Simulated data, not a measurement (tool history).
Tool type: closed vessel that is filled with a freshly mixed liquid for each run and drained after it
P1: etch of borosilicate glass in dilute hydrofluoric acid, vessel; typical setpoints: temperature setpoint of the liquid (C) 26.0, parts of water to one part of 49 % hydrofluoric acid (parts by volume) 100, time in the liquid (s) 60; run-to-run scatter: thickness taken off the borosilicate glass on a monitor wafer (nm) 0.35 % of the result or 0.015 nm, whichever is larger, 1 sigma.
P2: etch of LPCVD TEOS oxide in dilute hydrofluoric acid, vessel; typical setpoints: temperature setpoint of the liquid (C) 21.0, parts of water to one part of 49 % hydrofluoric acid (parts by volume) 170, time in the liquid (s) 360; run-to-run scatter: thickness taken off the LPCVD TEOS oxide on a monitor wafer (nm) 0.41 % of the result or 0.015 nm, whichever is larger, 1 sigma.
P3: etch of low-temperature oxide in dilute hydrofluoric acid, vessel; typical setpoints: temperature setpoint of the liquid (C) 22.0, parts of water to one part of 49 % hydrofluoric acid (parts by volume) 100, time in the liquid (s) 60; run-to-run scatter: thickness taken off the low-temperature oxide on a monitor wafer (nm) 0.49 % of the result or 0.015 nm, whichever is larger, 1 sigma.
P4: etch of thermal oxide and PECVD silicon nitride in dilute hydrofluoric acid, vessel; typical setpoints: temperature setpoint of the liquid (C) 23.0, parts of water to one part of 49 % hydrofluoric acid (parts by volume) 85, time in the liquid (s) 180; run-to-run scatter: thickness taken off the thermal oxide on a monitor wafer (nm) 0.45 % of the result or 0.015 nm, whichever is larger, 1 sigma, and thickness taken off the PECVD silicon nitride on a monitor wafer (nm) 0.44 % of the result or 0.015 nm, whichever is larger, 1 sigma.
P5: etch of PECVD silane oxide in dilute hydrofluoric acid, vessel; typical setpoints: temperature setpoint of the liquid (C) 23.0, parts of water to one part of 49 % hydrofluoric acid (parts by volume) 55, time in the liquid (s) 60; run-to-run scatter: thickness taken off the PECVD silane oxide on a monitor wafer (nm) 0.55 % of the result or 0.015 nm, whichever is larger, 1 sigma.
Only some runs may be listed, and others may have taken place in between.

run   hour  process that ran  temperature setpoint of the liquid (C)  parts of water to one part of 49 % hydrofluoric acid (parts by volume)  time in the liquid (s)  hours since the thermometer was replaced  hours since the hydrofluoric acid flow meter was replaced  thickness taken off the borosilicate glass on a monitor wafer (nm)  thickness taken off the LPCVD TEOS oxide on a monitor wafer (nm)  thickness taken off the PECVD silane oxide on a monitor wafer (nm)  thickness taken off the low-temperature oxide on a monitor wafer (nm)  thickness taken off the thermal oxide on a monitor wafer (nm)  thickness taken off the PECVD silicon nitride on a monitor wafer (nm)
  1    4.9                P1                                    26.0                                                                     100                      60                                     509.3                                                      963.8                                                             17.9890
  2    8.9                P1                                    26.0                                                                      40                      60                                     513.3                                                      967.8                                                             49.0750
  3   13.5                P1                                    26.0                                                                     100                      60                                     517.9                                                      972.4                                                             18.0650
  4   18.0                P1                                    26.0                                                                     100                      60                                     522.4                                                      976.9                                                             18.1140
  5   23.4                P2                                    21.0                                                                      85                     360                                     527.8                                                      982.3                                                                                                                                63.677
  6   29.8                P5                                    23.0                                                                      55                      60                                     534.2                                                      988.7                                                                                                                                                                                                    28.860
  7   37.2                P1                                    31.0                                                                     100                      30                                     541.6                                                      996.1                                                             10.9530
  8   44.1                P1                                    19.5                                                                     100                      30                                     548.5                                                     1003.0                                                              6.9921
  9   49.7                P1                                    26.0                                                                     100                      60                                     554.1                                                     1008.6                                                             18.1360
 10   54.8                P5                                    26.5                                                                      55                      60                                     559.2                                                     1013.7                                                                                                                                                                                                    33.540
 11   63.6                P3                                    22.0                                                                     100                      60                                     568.0                                                     1022.5                                                                                                                                                                                                                                                                          10.0200
 12   69.3                P1                                    26.0                                                                     100                     120                                     573.7                                                     1028.2                                                             36.1110
      73.8  -- thermometer replaced
 13   76.3                P2                                    17.5                                                                     170                     360                                       2.6                                                     1035.2                                                                                                                                25.230
 14   85.5                P3                                    22.0                                                                     100                      60                                      11.8                                                     1044.4                                                                                                                                                                                                                                                                           9.9996
 15   93.2                P3                                    30.0                                                                     100                      60                                      19.5                                                     1052.1                                                                                                                                                                                                                                                                          13.7440
 16  101.0                P1                                    21.0                                                                     100                      60                                      27.3                                                     1059.9                                                             14.8540
 17  107.1                P1                                    26.0                                                                     150                      60                                      33.4                                                     1066.0                                                             11.3420
 18  112.8                P1                                    31.5                                                                     100                      60                                      39.1                                                     1071.7                                                             22.2120
 19  120.1                P5                                    23.0                                                                      55                      95                                      46.4                                                     1079.0                                                                                                                                                                                                    46.344
 20  124.9                P2                                    21.0                                                                     170                     360                                      51.2                                                     1083.8                                                                                                                                28.910
 21  129.0                P3                                    22.0                                                                     155                      60                                      55.3                                                     1087.9                                                                                                                                                                                                                                                                           6.0961
 22  133.2                P4                                    23.0                                                                      50                     180                                      59.5                                                     1092.1                                                                                                                                                                                                                                                                                                                                         17.5450                                                                10.7770
 23  139.3                P2                                    21.0                                                                     170                     635                                      65.6                                                     1098.2                                                                                                                                51.296
 24  145.5                P5                                    23.0                                                                      55                      60                                      71.8                                                     1104.4                                                                                                                                                                                                    29.263
 25  151.5                P2                                    21.0                                                                     170                     360                                      77.8                                                     1110.4                                                                                                                                29.028
 26  155.5                P1                                    26.0                                                                     100                      60                                      81.8                                                     1114.4                                                             18.2040
 27  163.8                P4                                    23.0                                                                      85                     180                                      90.1                                                     1122.7                                                                                                                                                                                                                                                                                                                                          9.9890                                                                 6.3793
 28  168.4                P1                                    26.0                                                                     100                      60                                      94.7                                                     1127.3                                                             18.1730
 29  175.8                P4                                    23.0                                                                      85                     335                                     102.1                                                     1134.7                                                                                                                                                                                                                                                                                                                                         18.4590                                                                11.8510
 30  180.7                P4                                    18.0                                                                      85                     180                                     107.0                                                     1139.6                                                                                                                                                                                                                                                                                                                                          8.1444                                                                 4.5640
 31  187.2                P1                                    26.0                                                                     100                      35                                     113.5                                                     1146.1                                                             10.5780
 32  194.3                P5                                    23.0                                                                      80                      60                                     120.6                                                     1153.2                                                                                                                                                                                                    19.387
 33  201.4                P3                                    22.0                                                                     100                      95                                     127.7                                                     1160.3                                                                                                                                                                                                                                                                          15.6770
 34  207.9                P1                                    26.0                                                                     100                      60                                     134.2                                                     1166.8                                                             18.1090
 35  212.6                P1                                    26.0                                                                     100                      60                                     138.9                                                     1171.5                                                             17.6790
 36  217.6                P1                                    26.0                                                                     100                      60                                     143.9                                                     1176.5                                                             17.3850
 37  223.2                P1                                    26.0                                                                     100                      60                                     149.5                                                     1182.1                                                             17.1380
 38  229.3                P1                                    26.0                                                                     100                      60                                     155.6                                                     1188.2                                                             16.9220
 39  236.5                P1                                    26.0                                                                     100                      60                                     162.8                                                     1195.4                                                             16.8370
 40  244.7                P1                                    26.0                                                                     100                      60                                     171.0                                                     1203.6                                                             16.8170
 41  252.3                P1                                    26.0                                                                     100                      60                                     178.6                                                     1211.2                                                             16.7620
 42  257.9                P1                                    26.0                                                                     100                      60                                     184.2                                                     1216.8                                                             16.6850
 43  262.4                P1                                    26.0                                                                     100                      60                                     188.7                                                     1221.3                                                             16.6680
 44  268.1                P1                                    26.0                                                                     100                      60                                     194.4                                                     1227.0                                                             16.6880

The log shows P1 creeping away from where it was. Any of the 2 causes listed here, at the size stated for it, fits the log just as well as the others:
A: liquid colder than its thermometer reads (K) = 2.16
B: hydrofluoric acid flow below the setpoint (%) = 7.2
The drift started at roughly hour 207.9.

Below are 4 check runs, each on a single wafer, with their results shown as question marks. Which of them would tell the listed causes apart, meaning the causes would give clearly different results under it?
check 1  273.8                P3                                    22.0                                                                     100                      60                                                                                                                                                                                                                                                                                                                                                                                     ?
check 2  273.8                P4                                    23.0                                                                      85                     180                                                                                                                                                                                                                                                                                                                                                                                                                                                    ?                                                                      ?
check 3  273.8                P2                                    21.0                                                                     170                     360                                                                                                                                                                                                                                          ?
check 4  273.8                P5                                    23.0                                                                      55                      60                                                                                                                                                                                                                                                                                                              ?

Check results expected under each cause:
  check                                                                 result    if A    if B
check 1  thickness taken off the low-temperature oxide on a monitor wafer (nm)  9.1247  9.1633
check 2          thickness taken off the thermal oxide on a monitor wafer (nm)  9.0702  9.1192
check 2  thickness taken off the PECVD silicon nitride on a monitor wafer (nm)  5.5141  5.9273
check 3       thickness taken off the LPCVD TEOS oxide on a monitor wafer (nm)  26.650  26.562
check 4     thickness taken off the PECVD silane oxide on a monitor wafer (nm)  26.599  26.860
Per-check spread between the two closest causes, in the result where they differ most: check 1 0.42 %; check 2 7.23 %; check 3 0.33 %; check 4 0.98 %
Check 2 distinguishes between the causes, while the remaining checks would return nearly the same result for all of them.

Here is what check 2 returned: thickness taken off the thermal oxide on a monitor wafer (nm) 9.1801; thickness taken off the PECVD silicon nitride on a monitor wafer (nm) 5.9022. Which cause is it?

Of the candidate causes, it is B: hydrofluoric acid flow below the setpoint (%).

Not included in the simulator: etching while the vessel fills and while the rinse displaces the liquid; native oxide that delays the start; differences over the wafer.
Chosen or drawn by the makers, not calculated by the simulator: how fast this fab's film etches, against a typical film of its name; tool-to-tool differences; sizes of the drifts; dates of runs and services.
